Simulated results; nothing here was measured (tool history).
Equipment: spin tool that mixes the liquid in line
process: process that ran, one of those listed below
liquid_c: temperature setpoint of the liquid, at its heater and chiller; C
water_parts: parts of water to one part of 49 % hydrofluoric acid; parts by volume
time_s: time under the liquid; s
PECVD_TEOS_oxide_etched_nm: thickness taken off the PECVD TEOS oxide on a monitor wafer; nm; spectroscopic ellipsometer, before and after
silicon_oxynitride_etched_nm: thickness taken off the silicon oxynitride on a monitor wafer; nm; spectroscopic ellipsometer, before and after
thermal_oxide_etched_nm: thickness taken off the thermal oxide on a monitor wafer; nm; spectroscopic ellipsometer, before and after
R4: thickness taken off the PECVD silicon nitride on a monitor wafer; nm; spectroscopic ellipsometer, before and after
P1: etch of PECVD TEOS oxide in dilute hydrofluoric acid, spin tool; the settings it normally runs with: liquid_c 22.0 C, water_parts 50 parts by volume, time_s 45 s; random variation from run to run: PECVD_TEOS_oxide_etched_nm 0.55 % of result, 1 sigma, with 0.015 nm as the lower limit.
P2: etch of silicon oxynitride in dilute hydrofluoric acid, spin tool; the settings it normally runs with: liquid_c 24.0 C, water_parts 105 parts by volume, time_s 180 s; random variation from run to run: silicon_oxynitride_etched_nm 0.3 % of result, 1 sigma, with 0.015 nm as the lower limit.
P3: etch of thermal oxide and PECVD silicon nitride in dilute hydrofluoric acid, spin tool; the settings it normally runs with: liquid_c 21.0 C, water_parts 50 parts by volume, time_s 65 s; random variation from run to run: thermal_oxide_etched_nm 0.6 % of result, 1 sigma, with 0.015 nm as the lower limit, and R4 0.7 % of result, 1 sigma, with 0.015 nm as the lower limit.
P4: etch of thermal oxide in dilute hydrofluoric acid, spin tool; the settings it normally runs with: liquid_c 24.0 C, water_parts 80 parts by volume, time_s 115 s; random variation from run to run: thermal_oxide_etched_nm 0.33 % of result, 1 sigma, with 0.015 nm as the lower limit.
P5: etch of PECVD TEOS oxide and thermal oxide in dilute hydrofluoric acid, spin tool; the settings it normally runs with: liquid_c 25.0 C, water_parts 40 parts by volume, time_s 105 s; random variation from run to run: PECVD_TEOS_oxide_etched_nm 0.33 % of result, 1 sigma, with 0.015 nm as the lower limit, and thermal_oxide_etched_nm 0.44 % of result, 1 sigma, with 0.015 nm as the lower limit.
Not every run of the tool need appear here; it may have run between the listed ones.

{"run": 1, "hour": 13.1, "process": "P1", "liquid_c": 22.0, "water_parts": 50, "time_s": 45, "PECVD_TEOS_oxide_etched_nm": 16.925}
{"run": 2, "hour": 20.2, "process": "P2", "liquid_c": 24.0, "water_parts": 105, "time_s": 180, "silicon_oxynitride_etched_nm": 8.1971}
{"run": 3, "hour": 31.1, "process": "P5", "liquid_c": 20.0, "water_parts": 40, "time_s": 105, "PECVD_TEOS_oxide_etched_nm": 39.318, "thermal_oxide_etched_nm": 11.645}
{"run": 4, "hour": 40.1, "process": "P1", "liquid_c": 22.0, "water_parts": 50, "time_s": 45, "PECVD_TEOS_oxide_etched_nm": 16.97}
{"run": 5, "hour": 46.1, "process": "P5", "liquid_c": 25.0, "water_parts": 40, "time_s": 105, "PECVD_TEOS_oxide_etched_nm": 48.54, "thermal_oxide_etched_nm": 14.503}
{"run": 6, "hour": 52.8, "process": "P1", "liquid_c": 22.0, "water_parts": 50, "time_s": 15, "PECVD_TEOS_oxide_etched_nm": 5.6292}
{"run": 7, "hour": 63.8, "process": "P1", "liquid_c": 22.0, "water_parts": 50, "time_s": 80, "PECVD_TEOS_oxide_etched_nm": 30.07}
{"run": 8, "hour": 73.1, "process": "P4", "liquid_c": 24.0, "water_parts": 80, "time_s": 115, "thermal_oxide_etched_nm": 7.1252}
{"run": 9, "hour": 80.8, "process": "P2", "liquid_c": 24.0, "water_parts": 105, "time_s": 310, "silicon_oxynitride_etched_nm": 14.099}
{"run": 10, "hour": 88.9, "process": "P4", "liquid_c": 24.0, "water_parts": 40, "time_s": 115, "thermal_oxide_etched_nm": 14.939}
{"run": 11, "hour": 95.0, "process": "P3", "liquid_c": 21.0, "water_parts": 70, "time_s": 65, "thermal_oxide_etched_nm": 3.8948, "R4": 2.7325}
{"run": 12, "hour": 105.5, "process": "P2", "liquid_c": 24.0, "water_parts": 175, "time_s": 180, "silicon_oxynitride_etched_nm": 4.6215}
{"run": 13, "hour": 116.6, "process": "P1", "liquid_c": 22.0, "water_parts": 50, "time_s": 45, "PECVD_TEOS_oxide_etched_nm": 17.003}
{"run": 14, "hour": 128.6, "process": "P3", "liquid_c": 17.0, "water_parts": 50, "time_s": 65, "thermal_oxide_etched_nm": 4.6931, "R4": 2.9458}
{"run": 15, "hour": 135.5, "process": "P1", "liquid_c": 22.0, "water_parts": 50, "time_s": 45, "PECVD_TEOS_oxide_etched_nm": 16.874}
{"run": 16, "hour": 143.3, "process": "P3", "liquid_c": 21.0, "water_parts": 50, "time_s": 65, "thermal_oxide_etched_nm": 5.5795, "R4": 3.7953}
{"run": 17, "hour": 152.3, "process": "P1", "liquid_c": 26.5, "water_parts": 50, "time_s": 45, "PECVD_TEOS_oxide_etched_nm": 20.412}
{"run": 18, "hour": 160.2, "process": "P1", "liquid_c": 22.0, "water_parts": 20, "time_s": 65, "PECVD_TEOS_oxide_etched_nm": 63.776}
{"run": 19, "hour": 168.3, "process": "P1", "liquid_c": 22.0, "water_parts": 20, "time_s": 15, "PECVD_TEOS_oxide_etched_nm": 14.59}
{"run": 20, "hour": 176.3, "process": "P5", "liquid_c": 25.0, "water_parts": 55, "time_s": 105, "PECVD_TEOS_oxide_etched_nm": 34.502, "thermal_oxide_etched_nm": 10.19}
{"run": 21, "hour": 182.9, "process": "P1", "liquid_c": 22.0, "water_parts": 85, "time_s": 45, "PECVD_TEOS_oxide_etched_nm": 9.4619}
{"run": 22, "hour": 190.9, "process": "P1", "liquid_c": 17.5, "water_parts": 50, "time_s": 45, "PECVD_TEOS_oxide_etched_nm": 13.922}
{"run": 23, "hour": 202.6, "process": "P2", "liquid_c": 17.0, "water_parts": 105, "time_s": 180, "silicon_oxynitride_etched_nm": 5.7865}
{"run": 24, "hour": 214.2, "process": "P1", "liquid_c": 22.0, "water_parts": 50, "time_s": 45, "PECVD_TEOS_oxide_etched_nm": 16.96}
{"run": 25, "hour": 221.2, "process": "P3", "liquid_c": 21.0, "water_parts": 50, "time_s": 20, "thermal_oxide_etched_nm": 1.7003, "R4": 1.1619}
{"run": 26, "hour": 233.6, "process": "P5", "liquid_c": 25.0, "water_parts": 40, "time_s": 160, "PECVD_TEOS_oxide_etched_nm": 73.89, "thermal_oxide_etched_nm": 21.948}
{"run": 27, "hour": 244.8, "process": "P4", "liquid_c": 24.0, "water_parts": 80, "time_s": 115, "thermal_oxide_etched_nm": 7.0856}
{"run": 28, "hour": 256.0, "process": "P3", "liquid_c": 21.0, "water_parts": 50, "time_s": 65, "thermal_oxide_etched_nm": 5.5503, "R4": 3.8363}
{"run": 29, "hour": 268.5, "process": "P4", "liquid_c": 17.0, "water_parts": 80, "time_s": 115, "thermal_oxide_etched_nm": 5.3141}
{"run": 30, "hour": 276.4, "process": "P1", "liquid_c": 22.0, "water_parts": 20, "time_s": 45, "PECVD_TEOS_oxide_etched_nm": 44.177}
{"run": 31, "hour": 287.4, "process": "P1", "liquid_c": 22.0, "water_parts": 50, "time_s": 45, "PECVD_TEOS_oxide_etched_nm": 16.823}
{"run": 32, "hour": 293.8, "process": "P1", "liquid_c": 22.0, "water_parts": 50, "time_s": 45, "PECVD_TEOS_oxide_etched_nm": 16.827}
{"run": 33, "hour": 305.8, "process": "P4", "liquid_c": 24.0, "water_parts": 80, "time_s": 15, "thermal_oxide_etched_nm": 0.93899}
{"run": 34, "hour": 312.7, "process": "P1", "liquid_c": 22.0, "water_parts": 50, "time_s": 45, "PECVD_TEOS_oxide_etched_nm": 16.837}
{"run": 35, "hour": 320.0, "process": "P1", "liquid_c": 22.0, "water_parts": 50, "time_s": 45, "PECVD_TEOS_oxide_etched_nm": 16.72}
{"run": 36, "hour": 332.9, "process": "P1", "liquid_c": 22.0, "water_parts": 50, "time_s": 45, "PECVD_TEOS_oxide_etched_nm": 16.129}
{"run": 37, "hour": 341.8, "process": "P1", "liquid_c": 22.0, "water_parts": 50, "time_s": 45, "PECVD_TEOS_oxide_etched_nm": 16.112}
{"run": 38, "hour": 352.9, "process": "P1", "liquid_c": 22.0, "water_parts": 50, "time_s": 45, "PECVD_TEOS_oxide_etched_nm": 15.79}

Estimate the outcome of run 39 from the log above:
{"run": 39, "hour": 363.5, "process": "P1", "liquid_c": 22.0, "water_parts": 50, "time_s": 45, "PECVD_TEOS_oxide_etched_nm": "?"}

Run 39 came out at PECVD_TEOS_oxide_etched_nm 15.7930 nm.

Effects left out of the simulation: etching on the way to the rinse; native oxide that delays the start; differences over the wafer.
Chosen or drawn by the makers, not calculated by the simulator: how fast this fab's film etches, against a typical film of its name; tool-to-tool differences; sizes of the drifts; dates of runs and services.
